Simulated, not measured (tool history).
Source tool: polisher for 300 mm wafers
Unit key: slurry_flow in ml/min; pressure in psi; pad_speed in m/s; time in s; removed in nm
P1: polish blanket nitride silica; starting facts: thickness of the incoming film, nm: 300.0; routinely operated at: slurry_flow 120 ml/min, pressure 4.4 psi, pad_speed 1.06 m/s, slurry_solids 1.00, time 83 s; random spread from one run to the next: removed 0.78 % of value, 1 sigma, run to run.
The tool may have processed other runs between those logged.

run,day,slurry_flow,pressure,pad_speed,slurry_solids,time,wafers polished on this pad,hours since the slurry nozzle was cleaned,hours since the head pressure was calibrated,hours since the slurry blender was calibrated,hours since the conditioning disc was replaced,removed
1,0.275,120,4.4,1.06,1.00,83,279,436.7,147.9,361.8,96.9,80.794
2,0.825,120,6.6,1.06,1.00,83,350,449.9,161.1,375.0,110.1,119.730
3,1.200,120,4.4,1.06,0.60,83,398,458.9,170.1,384.0,119.1,61.982
4,1.725,120,4.4,1.06,1.00,83,465,471.5,182.7,396.6,131.7,81.708
# day 1.800: conditioning disc replaced and pad reconditioned
5,2.129,120,3.0,1.06,1.00,83,517,481.2,192.4,406.3,8.0,54.622
6,2.688,120,4.4,1.06,1.00,83,588,494.6,205.8,419.7,21.4,80.961
7,3.112,120,4.4,0.48,1.00,83,643,504.8,216.0,429.9,31.6,42.306
8,3.600,180,4.4,1.06,1.00,83,705,516.5,227.7,441.6,43.3,86.563
9,3.871,120,4.4,1.46,1.00,83,740,523.0,234.2,448.1,49.8,103.540
10,4.129,75,4.4,1.06,1.00,83,773,529.2,240.4,454.3,56.0,71.325
11,4.508,120,4.4,1.06,1.00,57,822,538.3,249.5,463.4,65.1,55.627
12,4.817,120,4.4,1.06,1.00,126,861,545.7,256.9,470.8,72.5,123.170
13,5.300,120,4.4,1.06,1.00,83,923,557.3,268.5,482.4,84.1,81.332
14,5.604,120,4.4,1.06,1.00,83,962,564.6,275.8,489.7,91.4,82.033

Expected results for the next run?
15,5.896,120,4.4,1.06,1.45,83,999,571.6,282.8,496.7,98.4,?

removed: 93.559 nm
